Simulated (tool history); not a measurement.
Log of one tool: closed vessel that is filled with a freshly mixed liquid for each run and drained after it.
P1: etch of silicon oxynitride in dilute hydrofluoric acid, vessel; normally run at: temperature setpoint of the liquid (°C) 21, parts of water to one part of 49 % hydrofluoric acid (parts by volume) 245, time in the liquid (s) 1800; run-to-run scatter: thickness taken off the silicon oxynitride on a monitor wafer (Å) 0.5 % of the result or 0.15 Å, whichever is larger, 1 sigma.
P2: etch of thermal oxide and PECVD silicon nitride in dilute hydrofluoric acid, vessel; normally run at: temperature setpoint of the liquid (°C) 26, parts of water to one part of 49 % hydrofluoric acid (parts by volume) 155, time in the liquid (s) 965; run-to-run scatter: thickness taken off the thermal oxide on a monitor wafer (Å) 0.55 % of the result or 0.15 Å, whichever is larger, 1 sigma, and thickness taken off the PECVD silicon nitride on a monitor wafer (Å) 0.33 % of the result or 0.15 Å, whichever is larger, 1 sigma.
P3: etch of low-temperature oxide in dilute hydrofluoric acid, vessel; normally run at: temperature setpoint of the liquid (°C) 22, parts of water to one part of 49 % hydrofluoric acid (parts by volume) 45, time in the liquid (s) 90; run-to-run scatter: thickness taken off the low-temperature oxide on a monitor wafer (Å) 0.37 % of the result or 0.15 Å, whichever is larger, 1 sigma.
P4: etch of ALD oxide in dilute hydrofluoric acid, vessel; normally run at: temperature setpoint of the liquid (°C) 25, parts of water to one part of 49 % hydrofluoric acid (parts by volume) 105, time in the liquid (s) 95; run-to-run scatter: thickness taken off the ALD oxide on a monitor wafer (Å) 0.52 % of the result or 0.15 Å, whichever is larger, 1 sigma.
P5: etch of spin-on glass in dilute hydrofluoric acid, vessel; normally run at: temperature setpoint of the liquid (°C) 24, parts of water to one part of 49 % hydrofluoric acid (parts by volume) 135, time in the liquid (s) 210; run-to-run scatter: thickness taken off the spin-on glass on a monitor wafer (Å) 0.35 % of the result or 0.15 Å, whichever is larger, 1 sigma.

run,hour,process that ran,temperature setpoint of the liquid (°C),parts of water to one part of 49 % hydrofluoric acid (parts by volume),time in the liquid (s),hours since the thermometer was replaced,hours since the hydrofluoric acid flow meter was replaced,thickness taken off the silicon oxynitride on a monitor wafer (Å),thickness taken off the ALD oxide on a monitor wafer (Å),thickness taken off the spin-on glass on a monitor wafer (Å),thickness taken off the thermal oxide on a monitor wafer (Å),thickness taken off the PECVD silicon nitride on a monitor wafer (Å),thickness taken off the low-temperature oxide on a monitor wafer (Å)
1,7,P1,21,245,1800,1653.3,70,163.95,,,,,
2,14.6,P4,25,25,95,1660.9,77.6,,838.97,,,,
3,22.7,P1,21,125,1800,1669,85.7,348.03,,,,,
4,30.6,P5,24,135,210,1676.9,93.6,,,591.42,,,
5,41.5,P2,22,155,965,1687.8,104.5,,,,272.11,310.31,
6,54.1,P1,21,245,1800,1700.4,117.1,162.89,,,,,
7,61.7,P1,21,245,3285,1708,124.7,299.99,,,,,
8,68,P1,21,245,1800,1714.3,131,163.3,,,,,
9,77.1,P1,21,245,530,1723.4,140.1,48.136,,,,,
10,84.2,P4,25,105,95,1730.5,147.2,,179.69,,,,
11,94.8,P1,25.5,65,1800,1741.1,157.8,876.86,,,,,
12,101.4,P3,22,45,155,1747.7,164.4,,,,,,359.64
13,107.9,P5,24,35,210,1754.2,170.9,,,2572.5,,,
14,119.3,P2,26,240,965,1765.6,182.3,,,,184.57,259.02,
15,130.4,P3,22,20,90,1776.7,193.4,,,,,,486.87
16,140.4,P4,25,105,30,1786.7,203.4,,57.362,,,,
17,148.1,P1,21,385,1800,1794.4,211.1,95.598,,,,,
18,161.3,P4,17,105,95,1807.6,224.3,,129.51,,,,
19,171.8,P1,17,245,1800,1818.1,234.8,135.9,,,,,
20,184.1,P5,24,135,410,1830.4,247.1,,,1148.2,,,
21,195.5,P3,22,45,90,1841.8,258.5,,,,,,208.39
# hour 201.5: thermometer replaced
22,207.5,P1,21,430,900,6,270.5,42.171,,,,,
23,217.1,P2,26,155,965,15.6,280.1,,,,314.39,401.31,
24,229.3,P1,29.5,245,1800,27.8,292.3,237.4,,,,,
25,238,P1,21,245,1800,36.5,301,164.29,,,,,
26,243.9,P1,17,435,1800,42.4,306.9,69.459,,,,,
27,255.9,P5,19.5,135,210,54.4,318.9,,,497.48,,,
28,267.5,P3,30,45,90,66,330.5,,,,,,290.26
29,277.8,P2,26,155,30,76.3,340.8,,,,9.7866,12.247,
30,284.8,P1,21,245,1800,83.3,347.8,163.7,,,,,
31,291.4,P1,21,245,1800,89.9,354.4,160.66,,,,,
32,302.7,P1,21,245,1800,101.2,365.7,154.85,,,,,
33,314.5,P1,21,245,1800,113,377.5,155.14,,,,,
34,321.6,P1,21,245,1800,120.1,384.6,153.35,,,,,

The next listed run, before its measurement:
35,334.7,P1,21,245,1800,133.2,397.7,?,,,,,

Run 35 gave thickness taken off the silicon oxynitride on a monitor wafer (Å) 153.28.
